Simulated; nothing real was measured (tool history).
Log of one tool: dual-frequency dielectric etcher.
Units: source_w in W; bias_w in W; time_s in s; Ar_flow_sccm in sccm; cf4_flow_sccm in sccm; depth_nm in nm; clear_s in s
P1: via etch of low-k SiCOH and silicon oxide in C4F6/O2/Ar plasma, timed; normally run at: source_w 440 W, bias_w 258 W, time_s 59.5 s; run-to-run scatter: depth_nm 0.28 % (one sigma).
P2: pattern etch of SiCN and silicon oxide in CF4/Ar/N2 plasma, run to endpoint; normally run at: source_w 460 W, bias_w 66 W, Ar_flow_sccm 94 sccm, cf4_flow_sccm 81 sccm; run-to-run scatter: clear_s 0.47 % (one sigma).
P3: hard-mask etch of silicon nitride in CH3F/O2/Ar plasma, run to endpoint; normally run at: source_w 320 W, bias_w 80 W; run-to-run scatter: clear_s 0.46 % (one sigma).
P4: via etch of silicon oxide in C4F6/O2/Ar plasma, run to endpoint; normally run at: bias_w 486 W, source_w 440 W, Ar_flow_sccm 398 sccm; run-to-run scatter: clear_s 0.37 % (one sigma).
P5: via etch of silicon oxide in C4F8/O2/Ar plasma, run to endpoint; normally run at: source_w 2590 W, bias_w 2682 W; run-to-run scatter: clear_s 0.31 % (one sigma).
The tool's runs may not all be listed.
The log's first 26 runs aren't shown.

run	hour	process	source_w	bias_w	time_s	Ar_flow_sccm	cf4_flow_sccm	hours since the last wet clean	hours since the last source power generator calibration	hours since the last bias power generator calibration	depth_nm	clear_s
27	326.0	P2	460	66		94	81	13.0	3765.4	964.9		16.597
28	339.0	P1	440	329	78.0			26.0	3778.4	977.9	287.86	
29	346.5	P1	440	335	59.5			33.5	3785.9	985.4	220.79	
30	361.5	P1	440	258	59.5			48.5	3800.9	1000.4	201.53	
31	370.6	P1	440	258	59.5			57.6	3810.0	1009.5	201.92	
32	377.7	P1	440	258	59.5			64.7	3817.1	1016.6	201.69	
33	394.2	P1	440	258	59.5			81.2	3833.6	1033.1	200.02	
34	405.0	P1	440	258	59.5			92.0	3844.4	1043.9	198.37	
35	413.8	P1	440	258	59.5			100.8	3853.2	1052.7	199.37	
36	426.3	P1	440	258	59.5			113.3	3865.7	1065.2	199.48	
37	435.2	P1	440	258	59.5			122.2	3874.6	1074.1	197.97	
38	448.3	P1	440	258	59.5			135.3	3887.7	1087.2	199.35	

The next listed run, before its measurement:
# hour 453.6: wet clean of the chamber
39	457.9	P1	440	258	59.5			4.4	3897.3	1096.8	?	

Run 39 gave depth_nm 198.83 nm.
